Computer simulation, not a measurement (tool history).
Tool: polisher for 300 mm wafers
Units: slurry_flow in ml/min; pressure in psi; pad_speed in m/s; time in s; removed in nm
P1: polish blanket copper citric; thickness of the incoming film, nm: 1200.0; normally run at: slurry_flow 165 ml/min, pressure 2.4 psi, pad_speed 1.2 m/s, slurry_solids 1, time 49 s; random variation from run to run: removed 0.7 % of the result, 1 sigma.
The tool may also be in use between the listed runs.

| run | day | slurry_flow | pressure | pad_speed | slurry_solids | time | removed |
|---|---|---|---|---|---|---|---|
| 1 | 0.404 | 165 | 2.4 | 1.2 | 1 | 49 | 95.319 |
| 2 | 0.783 | 165 | 2.4 | 1.2 | 1 | 49 | 95.845 |
|  | 0.788 | slurry blender recalibrated |
| 3 | 1.192 | 165 | 2.4 | 1.2 | 1 | 26 | 50.656 |
| 4 | 1.617 | 165 | 2.4 | 1.56 | 1 | 49 | 122.87 |
| 5 | 1.938 | 110 | 2.4 | 1.2 | 1 | 49 | 88.359 |
| 6 | 2.296 | 165 | 2.4 | 1.2 | 1 | 49 | 95.351 |
| 7 | 2.6 | 100 | 3.4 | 1.2 | 1 | 49 | 122.73 |
| 8 | 3.142 | 165 | 2.4 | 1.2 | 1 | 49 | 95.179 |
| 9 | 3.671 | 165 | 1.4 | 1.2 | 1 | 49 | 57.001 |
| 10 | 4.083 | 165 | 2.4 | 1.2 | 0.5 | 49 | 81.77 |
| 11 | 4.629 | 165 | 3.5 | 1.2 | 1 | 49 | 139.37 |
| 12 | 4.996 | 215 | 2.4 | 1.2 | 1 | 49 | 99.599 |
| 13 | 5.346 | 165 | 2.4 | 0.86 | 1 | 49 | 69.022 |
| 14 | 5.833 | 165 | 2.4 | 1.2 | 1 | 49 | 94.767 |
| 15 | 6.396 | 165 | 2.4 | 1.2 | 1 | 74 | 143.03 |
| 16 | 6.838 | 165 | 2.4 | 1.2 | 1.4 | 49 | 101.45 |

The next listed run, before its measurement:
| 17 | 7.088 | 100 | 2.4 | 1.66 | 1 | 49 | ? |

{"run 17": {"removed": 119.12}}

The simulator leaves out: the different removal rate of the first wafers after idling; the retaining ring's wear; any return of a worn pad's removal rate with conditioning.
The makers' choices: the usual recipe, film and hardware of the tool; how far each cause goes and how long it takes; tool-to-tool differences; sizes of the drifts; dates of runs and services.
